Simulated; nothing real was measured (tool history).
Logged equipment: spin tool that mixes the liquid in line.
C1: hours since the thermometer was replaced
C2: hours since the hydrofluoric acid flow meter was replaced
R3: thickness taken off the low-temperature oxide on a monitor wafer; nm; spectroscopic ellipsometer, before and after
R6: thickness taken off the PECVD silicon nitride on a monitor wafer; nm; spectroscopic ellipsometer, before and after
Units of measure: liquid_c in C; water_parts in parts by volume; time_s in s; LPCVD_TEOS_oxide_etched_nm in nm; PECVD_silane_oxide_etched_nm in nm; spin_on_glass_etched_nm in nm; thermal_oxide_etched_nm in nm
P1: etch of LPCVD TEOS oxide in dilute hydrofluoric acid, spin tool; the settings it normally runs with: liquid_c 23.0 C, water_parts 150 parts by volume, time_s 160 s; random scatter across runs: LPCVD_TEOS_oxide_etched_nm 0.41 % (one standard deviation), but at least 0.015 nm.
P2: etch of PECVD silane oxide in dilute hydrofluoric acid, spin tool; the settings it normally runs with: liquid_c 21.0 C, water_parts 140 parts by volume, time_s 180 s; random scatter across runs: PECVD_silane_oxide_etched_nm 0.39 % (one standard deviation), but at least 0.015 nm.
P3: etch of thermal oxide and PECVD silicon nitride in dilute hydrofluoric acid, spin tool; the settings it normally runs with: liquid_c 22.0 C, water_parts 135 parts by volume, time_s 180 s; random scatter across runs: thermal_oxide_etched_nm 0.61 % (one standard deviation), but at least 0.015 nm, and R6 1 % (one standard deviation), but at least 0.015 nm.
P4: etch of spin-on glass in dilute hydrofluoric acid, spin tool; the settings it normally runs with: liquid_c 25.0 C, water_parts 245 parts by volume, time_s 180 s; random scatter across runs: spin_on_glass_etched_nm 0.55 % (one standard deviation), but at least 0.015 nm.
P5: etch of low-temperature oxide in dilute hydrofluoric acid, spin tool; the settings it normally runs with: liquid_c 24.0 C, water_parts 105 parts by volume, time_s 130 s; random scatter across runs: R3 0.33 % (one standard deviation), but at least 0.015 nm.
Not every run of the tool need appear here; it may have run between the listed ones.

run 1 hour=7.2 | process=P1 liquid_c=23.0 water_parts=150 time_s=160 | C1=2173.9 C2=511.6 | LPCVD_TEOS_oxide_etched_nm=45.487
run 2 hour=19.1 | process=P1 liquid_c=23.0 water_parts=235 time_s=305 | C1=2185.8 C2=523.5 | LPCVD_TEOS_oxide_etched_nm=50.538
run 3 hour=26.8 | process=P1 liquid_c=23.0 water_parts=85 time_s=160 | C1=2193.5 C2=531.2 | LPCVD_TEOS_oxide_etched_nm=86.137
run 4 hour=35.2 | process=P2 liquid_c=21.0 water_parts=250 time_s=180 | C1=2201.9 C2=539.6 | PECVD_silane_oxide_etched_nm=11.210
run 5 hour=43.7 | process=P1 liquid_c=23.0 water_parts=150 time_s=160 | C1=2210.4 C2=548.1 | LPCVD_TEOS_oxide_etched_nm=45.673
run 6 hour=49.4 | process=P1 liquid_c=23.0 water_parts=150 time_s=250 | C1=2216.1 C2=553.8 | LPCVD_TEOS_oxide_etched_nm=71.044
run 7 hour=59.6 | process=P1 liquid_c=17.0 water_parts=150 time_s=160 | C1=2226.3 C2=564.0 | LPCVD_TEOS_oxide_etched_nm=35.583
run 8 hour=66.0 | process=P1 liquid_c=28.5 water_parts=150 time_s=160 | C1=2232.7 C2=570.4 | LPCVD_TEOS_oxide_etched_nm=55.661
-- hour=73.1 thermometer replaced
run 9 hour=75.8 | process=P1 liquid_c=23.0 water_parts=150 time_s=50 | C1=2.7 C2=580.2 | LPCVD_TEOS_oxide_etched_nm=14.172
run 10 hour=84.3 | process=P5 liquid_c=24.0 water_parts=105 time_s=60 | C1=11.2 C2=588.7 | R3=8.0229
run 11 hour=97.3 | process=P1 liquid_c=23.0 water_parts=150 time_s=160 | C1=24.2 C2=601.7 | LPCVD_TEOS_oxide_etched_nm=45.527
run 12 hour=104.8 | process=P4 liquid_c=29.0 water_parts=245 time_s=180 | C1=31.7 C2=609.2 | spin_on_glass_etched_nm=37.2080
run 13 hour=115.0 | process=P4 liquid_c=25.0 water_parts=245 time_s=45 | C1=41.9 C2=619.4 | spin_on_glass_etched_nm=8.1508
run 14 hour=127.7 | process=P1 liquid_c=23.0 water_parts=150 time_s=160 | C1=54.6 C2=632.1 | LPCVD_TEOS_oxide_etched_nm=45.591
run 15 hour=135.8 | process=P5 liquid_c=24.0 water_parts=105 time_s=130 | C1=62.7 C2=640.2 | R3=17.5500
run 16 hour=143.2 | process=P5 liquid_c=30.5 water_parts=105 time_s=130 | C1=70.1 C2=647.6 | R3=22.4760
run 17 hour=151.7 | process=P2 liquid_c=21.0 water_parts=140 time_s=180 | C1=78.6 C2=656.1 | PECVD_silane_oxide_etched_nm=22.115
run 18 hour=158.4 | process=P3 liquid_c=22.0 water_parts=135 time_s=325 | C1=85.3 C2=662.8 | thermal_oxide_etched_nm=9.4563 R6=4.3031
run 19 hour=167.7 | process=P3 liquid_c=17.0 water_parts=135 time_s=180 | C1=94.6 C2=672.1 | thermal_oxide_etched_nm=4.1932 R6=1.7097
run 20 hour=177.1 | process=P5 liquid_c=24.0 water_parts=160 time_s=130 | C1=104.0 C2=681.5 | R3=10.6970
run 21 hour=189.9 | process=P2 liquid_c=21.0 water_parts=140 time_s=345 | C1=116.8 C2=694.3 | PECVD_silane_oxide_etched_nm=42.814
run 22 hour=196.9 | process=P1 liquid_c=23.0 water_parts=225 time_s=160 | C1=123.8 C2=701.3 | LPCVD_TEOS_oxide_etched_nm=28.168
run 23 hour=207.2 | process=P1 liquid_c=23.0 water_parts=150 time_s=160 | C1=134.1 C2=711.6 | LPCVD_TEOS_oxide_etched_nm=46.026
run 24 hour=217.6 | process=P3 liquid_c=22.0 water_parts=135 time_s=180 | C1=144.5 C2=722.0 | thermal_oxide_etched_nm=5.2028 R6=2.3902
run 25 hour=228.4 | process=P5 liquid_c=24.0 water_parts=105 time_s=130 | C1=155.3 C2=732.8 | R3=17.4940
run 26 hour=235.3 | process=P4 liquid_c=25.0 water_parts=75 time_s=180 | C1=162.2 C2=739.7 | spin_on_glass_etched_nm=130.1500
run 27 hour=245.2 | process=P4 liquid_c=25.0 water_parts=245 time_s=180 | C1=172.1 C2=749.6 | spin_on_glass_etched_nm=32.4820
run 28 hour=252.8 | process=P2 liquid_c=17.0 water_parts=140 time_s=180 | C1=179.7 C2=757.2 | PECVD_silane_oxide_etched_nm=18.984
run 29 hour=264.9 | process=P4 liquid_c=25.0 water_parts=245 time_s=180 | C1=191.8 C2=769.3 | spin_on_glass_etched_nm=32.6920
run 30 hour=277.0 | process=P3 liquid_c=22.0 water_parts=205 time_s=180 | C1=203.9 C2=781.4 | thermal_oxide_etched_nm=3.2119 R6=1.5764
run 31 hour=287.4 | process=P1 liquid_c=23.0 water_parts=150 time_s=160 | C1=214.3 C2=791.8 | LPCVD_TEOS_oxide_etched_nm=45.456
run 32 hour=296.3 | process=P3 liquid_c=22.0 water_parts=135 time_s=180 | C1=223.2 C2=800.7 | thermal_oxide_etched_nm=5.1950 R6=2.3802
run 33 hour=303.9 | process=P1 liquid_c=23.0 water_parts=150 time_s=160 | C1=230.8 C2=808.3 | LPCVD_TEOS_oxide_etched_nm=45.607
run 34 hour=314.7 | process=P1 liquid_c=23.0 water_parts=150 time_s=160 | C1=241.6 C2=819.1 | LPCVD_TEOS_oxide_etched_nm=43.630
run 35 hour=322.2 | process=P1 liquid_c=23.0 water_parts=150 time_s=160 | C1=249.1 C2=826.6 | LPCVD_TEOS_oxide_etched_nm=42.974
run 36 hour=329.8 | process=P1 liquid_c=23.0 water_parts=150 time_s=160 | C1=256.7 C2=834.2 | LPCVD_TEOS_oxide_etched_nm=42.469
run 37 hour=336.8 | process=P1 liquid_c=23.0 water_parts=150 time_s=160 | C1=263.7 C2=841.2 | LPCVD_TEOS_oxide_etched_nm=42.607
run 38 hour=347.3 | process=P1 liquid_c=23.0 water_parts=150 time_s=160 | C1=274.2 C2=851.7 | LPCVD_TEOS_oxide_etched_nm=41.940
run 39 hour=353.0 | process=P1 liquid_c=23.0 water_parts=150 time_s=160 | C1=279.9 C2=857.4 | LPCVD_TEOS_oxide_etched_nm=42.139
run 40 hour=359.4 | process=P1 liquid_c=23.0 water_parts=150 time_s=160 | C1=286.3 C2=863.8 | LPCVD_TEOS_oxide_etched_nm=41.973

Something has made what P1 gives creep away from where it was; the 2 causes below, each at its own stated size, fit the log equally well:
A: hydrofluoric acid flow below the setpoint (%) = 6.47
B: liquid colder than its thermometer reads (K) = 2.01
The creep began at about hour 303.9.

Which of the check runs below tells the causes apart, meaning the causes would give it clearly different results? Each run uses 2 wafers whose results are averaged, and each result is shown as a question mark.
run check 1 hour=365.8 | process=P2 liquid_c=21.0 water_parts=220 time_s=310 | PECVD_silane_oxide_etched_nm=?
run check 2 hour=365.8 | process=P4 liquid_c=25.0 water_parts=75 time_s=60 | spin_on_glass_etched_nm=?
run check 3 hour=365.8 | process=P3 liquid_c=17.0 water_parts=135 time_s=275 | thermal_oxide_etched_nm=? R6=?
run check 4 hour=365.8 | process=P5 liquid_c=24.0 water_parts=160 time_s=130 | R3=?

Expected result of each check under each candidate cause:
check=check_1 result=PECVD_silane_oxide_etched_nm if_A=20.751 if_B=20.855
check=check_2 result=spin_on_glass_etched_nm if_A=40.1150 if_B=39.8170
check=check_3 result=thermal_oxide_etched_nm if_A=6.0062 if_B=5.9594
check=check_3 result=R6 if_A=2.4506 if_B=2.2731
check=check_4 result=R3 if_A=9.9241 if_B=9.9460
How far apart the two closest causes lie, in the result that separates them most: check 1 0.5 %; check 2 0.75 %; check 3 7.52 %; check 4 0.22 %
Check 3 distinguishes between the causes, while the remaining checks would return nearly the same result for all of them.

With check 3 done, the readings were: thermal_oxide_etched_nm 5.9933 nm; R6 2.4348 nm. Identify which of the listed causes applies.

A is the cause: hydrofluoric acid flow below the setpoint (%).
